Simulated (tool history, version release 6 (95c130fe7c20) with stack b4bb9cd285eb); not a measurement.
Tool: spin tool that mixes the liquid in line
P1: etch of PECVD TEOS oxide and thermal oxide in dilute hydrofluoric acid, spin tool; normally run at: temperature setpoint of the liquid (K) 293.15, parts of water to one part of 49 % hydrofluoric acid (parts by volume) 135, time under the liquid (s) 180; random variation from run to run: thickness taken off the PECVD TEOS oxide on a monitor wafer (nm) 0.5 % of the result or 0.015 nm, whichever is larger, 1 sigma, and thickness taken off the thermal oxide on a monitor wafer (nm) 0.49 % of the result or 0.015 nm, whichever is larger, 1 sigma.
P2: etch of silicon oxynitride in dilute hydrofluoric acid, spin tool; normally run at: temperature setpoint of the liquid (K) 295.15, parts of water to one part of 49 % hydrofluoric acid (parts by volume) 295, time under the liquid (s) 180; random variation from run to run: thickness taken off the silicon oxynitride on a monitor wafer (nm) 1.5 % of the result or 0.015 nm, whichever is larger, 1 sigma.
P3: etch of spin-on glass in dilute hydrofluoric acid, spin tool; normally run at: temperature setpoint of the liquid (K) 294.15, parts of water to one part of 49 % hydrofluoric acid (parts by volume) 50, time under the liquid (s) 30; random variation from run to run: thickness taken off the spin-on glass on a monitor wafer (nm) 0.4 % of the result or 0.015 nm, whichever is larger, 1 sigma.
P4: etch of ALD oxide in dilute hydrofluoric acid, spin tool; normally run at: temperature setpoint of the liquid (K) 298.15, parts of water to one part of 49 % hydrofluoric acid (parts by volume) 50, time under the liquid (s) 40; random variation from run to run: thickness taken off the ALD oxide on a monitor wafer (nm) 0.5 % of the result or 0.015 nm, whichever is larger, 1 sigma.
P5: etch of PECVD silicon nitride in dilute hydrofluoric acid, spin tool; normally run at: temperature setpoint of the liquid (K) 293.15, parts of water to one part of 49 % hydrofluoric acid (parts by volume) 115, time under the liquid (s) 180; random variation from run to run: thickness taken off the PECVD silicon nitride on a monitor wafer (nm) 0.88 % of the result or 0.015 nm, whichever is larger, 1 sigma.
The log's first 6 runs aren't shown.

run,hour,process that ran,temperature setpoint of the liquid (K),parts of water to one part of 49 % hydrofluoric acid (parts by volume),time under the liquid (s),thickness taken off the PECVD TEOS oxide on a monitor wafer (nm),thickness taken off the thermal oxide on a monitor wafer (nm),thickness taken off the spin-on glass on a monitor wafer (nm),thickness taken off the PECVD silicon nitride on a monitor wafer (nm),thickness taken off the silicon oxynitride on a monitor wafer (nm),thickness taken off the ALD oxide on a monitor wafer (nm)
7,45.2,P1,293.15,135,320,29.14,9.4434,,,,
8,53.1,P4,298.15,50,40,,,,,,27.812
9,58.5,P4,298.15,50,15,,,,,,10.464
10,64.1,P4,298.15,20,40,,,,,,72.541
11,70.5,P3,294.15,80,30,,,15.264,,,
12,76.8,P4,305.65,50,40,,,,,,37.575
13,81.7,P2,295.15,295,85,,,,,0.69285,
14,90.1,P1,293.15,135,180,16.35,5.2583,,,,
# hour 93.8: hydrofluoric acid flow meter replaced
15,98.8,P1,293.15,135,180,16.39,5.2956,,,,
16,103.4,P1,293.15,245,180,8.0718,2.6144,,,,
17,110.6,P3,294.15,50,30,,,25.292,,,
18,118.6,P1,293.15,135,15,1.3898,0.4433,,,,
19,126.2,P1,293.15,65,280,57.184,18.513,,,,
20,132,P1,299.15,135,180,20.652,6.6922,,,,
21,137.9,P1,290.15,135,180,14.443,4.6282,,,,
22,144.1,P5,293.15,115,295,,,,4.7852,,
23,148.9,P2,299.15,295,180,,,,,1.7153,
24,155.4,P1,293.15,135,180,16.387,5.2242,,,,
25,164,P1,293.15,40,180,61.882,20.125,,,,
26,172.1,P5,293.15,115,180,,,,2.9884,,
27,180,P4,298.15,50,40,,,,,,27.725
28,184.6,P2,295.15,295,180,,,,,1.4719,

The next listed run, before its measurement:
29,193.1,P1,293.15,135,180,?,?,,,,

{"run 29": {"thickness taken off the PECVD TEOS oxide on a monitor wafer (nm)": 16.295, "thickness taken off the thermal oxide on a monitor wafer (nm)": 5.2962}}
